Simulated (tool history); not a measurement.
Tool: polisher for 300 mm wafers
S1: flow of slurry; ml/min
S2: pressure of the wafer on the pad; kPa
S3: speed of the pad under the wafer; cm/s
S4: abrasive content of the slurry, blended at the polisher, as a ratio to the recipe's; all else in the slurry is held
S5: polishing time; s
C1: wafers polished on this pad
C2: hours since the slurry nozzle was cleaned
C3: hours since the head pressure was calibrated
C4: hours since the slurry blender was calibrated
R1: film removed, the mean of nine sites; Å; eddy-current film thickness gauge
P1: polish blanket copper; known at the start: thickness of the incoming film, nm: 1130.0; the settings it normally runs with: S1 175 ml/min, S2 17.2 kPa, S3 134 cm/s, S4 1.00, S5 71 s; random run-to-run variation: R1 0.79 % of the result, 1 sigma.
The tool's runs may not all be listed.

| run | hour | S1 | S2 | S3 | S4 | S5 | C1 | C2 | C3 | C4 | R1 |
|---|---|---|---|---|---|---|---|---|---|---|---|
| 1 | 10.9 | 175 | 17.2 | 134 | 1.00 | 71 | 729 | 177.5 | 243.3 | 77.4 | 2698.4 |
| 2 | 20.2 | 175 | 17.2 | 134 | 1.00 | 104 | 858 | 186.8 | 252.6 | 86.7 | 3933.1 |
| 3 | 35.1 | 175 | 17.2 | 134 | 1.30 | 71 | 1065 | 201.7 | 267.5 | 101.6 | 2871.4 |
| 4 | 50.8 | 175 | 17.2 | 134 | 1.00 | 71 | 1282 | 217.4 | 283.2 | 117.3 | 2683.4 |
| 5 | 59.8 | 230 | 17.2 | 134 | 0.60 | 71 | 1407 | 226.4 | 292.2 | 126.3 | 2503.9 |
| 6 | 70.5 | 230 | 17.2 | 134 | 1.00 | 71 | 1555 | 237.1 | 302.9 | 137.0 | 2782.3 |
|  | 78.3 | slurry blender recalibrated |
| 7 | 81.2 | 105 | 17.2 | 134 | 0.65 | 71 | 1703 | 247.8 | 313.6 | 3.0 | 2252.7 |
| 8 | 97.1 | 175 | 9.7 | 134 | 1.00 | 71 | 1924 | 263.7 | 329.5 | 18.9 | 1522.0 |
| 9 | 107.6 | 175 | 17.2 | 94 | 1.00 | 71 | 2069 | 274.2 | 340.0 | 29.4 | 1910.7 |
| 10 | 114.6 | 175 | 17.2 | 196 | 1.00 | 71 | 2166 | 281.2 | 347.0 | 36.4 | 3924.4 |
| 11 | 127.9 | 175 | 17.2 | 80 | 1.45 | 71 | 2350 | 294.5 | 360.3 | 49.7 | 1785.0 |
| 12 | 138.2 | 175 | 24.1 | 134 | 1.00 | 71 | 2493 | 304.8 | 370.6 | 60.0 | 3784.9 |
| 13 | 145.9 | 175 | 17.2 | 134 | 1.00 | 71 | 2600 | 312.5 | 378.3 | 67.7 | 2742.9 |

Expected results for the next run?
| 14 | 157.1 | 105 | 17.2 | 134 | 1.00 | 71 | 2755 | 323.7 | 389.5 | 78.9 | ? |

{"run 14": {"R1": 2447.0}}
